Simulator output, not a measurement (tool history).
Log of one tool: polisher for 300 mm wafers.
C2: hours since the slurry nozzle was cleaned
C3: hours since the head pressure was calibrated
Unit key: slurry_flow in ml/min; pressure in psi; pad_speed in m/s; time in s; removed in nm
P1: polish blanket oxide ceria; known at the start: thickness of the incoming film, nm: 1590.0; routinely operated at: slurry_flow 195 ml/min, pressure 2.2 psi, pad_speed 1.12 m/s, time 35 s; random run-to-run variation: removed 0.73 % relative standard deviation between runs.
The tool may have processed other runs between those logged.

Run 1, day 0.492: slurry_flow 195 ml/min, pressure 2.2 psi, pad_speed 1.12 m/s, time 35 s; wafers polished on this pad 388; C2 234.7; C3 536.4. Result: removed 104.680 nm.
Run 2, day 1.238: slurry_flow 130 ml/min, pressure 2.2 psi, pad_speed 1.12 m/s, time 35 s; wafers polished on this pad 576; C2 252.6; C3 554.3. Result: removed 96.560 nm.
Run 3, day 2.042: slurry_flow 195 ml/min, pressure 2.2 psi, pad_speed 1.70 m/s, time 24 s; wafers polished on this pad 779; C2 271.9; C3 573.6. Result: removed 109.720 nm.
Run 4, day 2.742: slurry_flow 195 ml/min, pressure 1.2 psi, pad_speed 1.12 m/s, time 35 s; wafers polished on this pad 956; C2 288.7; C3 590.4. Result: removed 55.939 nm.
Run 5, day 3.329: slurry_flow 195 ml/min, pressure 2.2 psi, pad_speed 1.58 m/s, time 52 s; wafers polished on this pad 1104; C2 302.8; C3 604.5. Result: removed 218.150 nm.
Run 6, day 4.033: slurry_flow 195 ml/min, pressure 2.2 psi, pad_speed 1.12 m/s, time 25 s; wafers polished on this pad 1282; C2 319.7; C3 621.4. Result: removed 74.304 nm.
Run 7, day 4.742: slurry_flow 195 ml/min, pressure 2.2 psi, pad_speed 1.12 m/s, time 35 s; wafers polished on this pad 1461; C2 336.7; C3 638.4. Result: removed 104.500 nm.
At day 5.142: slurry nozzle cleaned.
Run 8, day 5.333: slurry_flow 195 ml/min, pressure 3.4 psi, pad_speed 1.12 m/s, time 35 s; wafers polished on this pad 1611; C2 4.6; C3 652.6. Result: removed 160.750 nm.
Run 9, day 6.142: slurry_flow 195 ml/min, pressure 2.2 psi, pad_speed 1.12 m/s, time 35 s; wafers polished on this pad 1815; C2 24.0; C3 672.0. Result: removed 105.390 nm.
Run 10, day 6.567: slurry_flow 195 ml/min, pressure 2.2 psi, pad_speed 1.58 m/s, time 26 s; wafers polished on this pad 1922; C2 34.2; C3 682.2. Result: removed 108.360 nm.
Run 11, day 7.271: slurry_flow 195 ml/min, pressure 2.2 psi, pad_speed 0.50 m/s, time 35 s; wafers polished on this pad 2100; C2 51.1; C3 699.1. Result: removed 46.195 nm.
Run 12, day 8.033: slurry_flow 195 ml/min, pressure 2.2 psi, pad_speed 1.12 m/s, time 55 s; wafers polished on this pad 2293; C2 69.4; C3 717.4. Result: removed 163.130 nm.
Run 13, day 8.733: slurry_flow 195 ml/min, pressure 2.2 psi, pad_speed 1.12 m/s, time 35 s; wafers polished on this pad 2470; C2 86.2; C3 734.2. Result: removed 105.640 nm.
Run 14, day 9.542: slurry_flow 260 ml/min, pressure 2.2 psi, pad_speed 1.12 m/s, time 35 s; wafers polished on this pad 2674; C2 105.6; C3 753.6. Result: removed 107.000 nm.

Predict the results of run 15:
Run 15, day 9.950: slurry_flow 195 ml/min, pressure 2.2 psi, pad_speed 1.76 m/s, time 35 s; wafers polished on this pad 2777; C2 115.4; C3 763.4. Result: removed ?.

Run 15 yielded removed 162.320 nm.
